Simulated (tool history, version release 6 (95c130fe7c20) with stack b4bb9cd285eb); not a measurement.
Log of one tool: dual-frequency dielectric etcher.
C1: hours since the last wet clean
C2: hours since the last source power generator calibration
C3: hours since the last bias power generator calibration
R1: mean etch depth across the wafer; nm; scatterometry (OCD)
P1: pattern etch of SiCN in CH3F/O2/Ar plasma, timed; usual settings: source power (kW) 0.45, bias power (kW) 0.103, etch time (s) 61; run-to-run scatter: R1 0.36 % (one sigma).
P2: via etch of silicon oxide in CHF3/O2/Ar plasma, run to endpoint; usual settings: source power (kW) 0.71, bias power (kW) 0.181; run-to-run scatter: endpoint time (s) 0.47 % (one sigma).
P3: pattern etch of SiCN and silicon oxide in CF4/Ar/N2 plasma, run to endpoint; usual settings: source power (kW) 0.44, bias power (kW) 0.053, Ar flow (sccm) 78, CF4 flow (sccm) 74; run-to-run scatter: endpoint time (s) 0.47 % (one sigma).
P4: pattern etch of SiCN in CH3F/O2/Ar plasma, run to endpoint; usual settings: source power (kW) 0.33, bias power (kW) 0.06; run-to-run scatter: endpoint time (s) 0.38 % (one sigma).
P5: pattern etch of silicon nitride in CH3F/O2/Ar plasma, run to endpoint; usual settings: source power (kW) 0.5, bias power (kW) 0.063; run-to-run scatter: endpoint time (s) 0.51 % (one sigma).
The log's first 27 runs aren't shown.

{"run": 28, "day": 12.279, "process that ran": "P3", "source power (kW)": 0.44, "bias power (kW)": 0.053, "Ar flow (sccm)": 78, "CF4 flow (sccm)": 74, "C1": 175.4, "C2": 2602.3, "C3": 935.9, "endpoint time (s)": 20.673}
{"run": 29, "day": 12.704, "process that ran": "P3", "source power (kW)": 0.44, "bias power (kW)": 0.037, "Ar flow (sccm)": 78, "CF4 flow (sccm)": 74, "C1": 185.6, "C2": 2612.5, "C3": 946.1, "endpoint time (s)": 23.104}
{"run": 30, "day": 13.133, "process that ran": "P1", "source power (kW)": 0.45, "bias power (kW)": 0.103, "etch time (s)": 43, "C1": 195.9, "C2": 2622.8, "C3": 956.4, "R1": 20.355}
{"run": 31, "day": 13.617, "process that ran": "P2", "source power (kW)": 0.93, "bias power (kW)": 0.181, "C1": 207.5, "C2": 2634.4, "C3": 968, "endpoint time (s)": 311.87}
{"run": 32, "day": 14.0, "process that ran": "P5", "source power (kW)": 0.5, "bias power (kW)": 0.063, "C1": 216.7, "C2": 2643.6, "C3": 977.2, "endpoint time (s)": 25.937}
{"run": 33, "day": 14.296, "process that ran": "P1", "source power (kW)": 0.45, "bias power (kW)": 0.103, "etch time (s)": 61, "C1": 223.8, "C2": 2650.7, "C3": 984.3, "R1": 28.847}
{"run": 34, "day": 14.733, "process that ran": "P1", "source power (kW)": 0.45, "bias power (kW)": 0.103, "etch time (s)": 61, "C1": 234.3, "C2": 2661.2, "C3": 994.8, "R1": 28.713}
{"run": 35, "day": 15.367, "process that ran": "P1", "source power (kW)": 0.45, "bias power (kW)": 0.103, "etch time (s)": 61, "C1": 249.5, "C2": 2676.4, "C3": 1010, "R1": 28.79}
{"run": 36, "day": 15.742, "process that ran": "P1", "source power (kW)": 0.45, "bias power (kW)": 0.103, "etch time (s)": 61, "C1": 258.5, "C2": 2685.4, "C3": 1019, "R1": 28.488}
{"run": 37, "day": 16.188, "process that ran": "P1", "source power (kW)": 0.45, "bias power (kW)": 0.103, "etch time (s)": 61, "C1": 269.2, "C2": 2696.1, "C3": 1029.7, "R1": 28.288}
{"run": 38, "day": 16.525, "process that ran": "P1", "source power (kW)": 0.45, "bias power (kW)": 0.103, "etch time (s)": 61, "C1": 277.3, "C2": 2704.2, "C3": 1037.8, "R1": 28.429}
{"run": 39, "day": 16.95, "process that ran": "P1", "source power (kW)": 0.45, "bias power (kW)": 0.103, "etch time (s)": 61, "C1": 287.5, "C2": 2714.4, "C3": 1048, "R1": 28.582}
{"day": 17.208, "done": "wet clean of the chamber"}
{"run": 40, "day": 17.562, "process that ran": "P1", "source power (kW)": 0.45, "bias power (kW)": 0.103, "etch time (s)": 61, "C1": 8.6, "C2": 2729.1, "C3": 1062.7, "R1": 28.322}

Run 41 comes next. What will it give?
{"run": 41, "day": 17.967, "process that ran": "P1", "source power (kW)": 0.45, "bias power (kW)": 0.103, "etch time (s)": 61, "C1": 18.3, "C2": 2738.8, "C3": 1072.4, "R1": "?"}

Run 41 gave R1 28.315 nm.

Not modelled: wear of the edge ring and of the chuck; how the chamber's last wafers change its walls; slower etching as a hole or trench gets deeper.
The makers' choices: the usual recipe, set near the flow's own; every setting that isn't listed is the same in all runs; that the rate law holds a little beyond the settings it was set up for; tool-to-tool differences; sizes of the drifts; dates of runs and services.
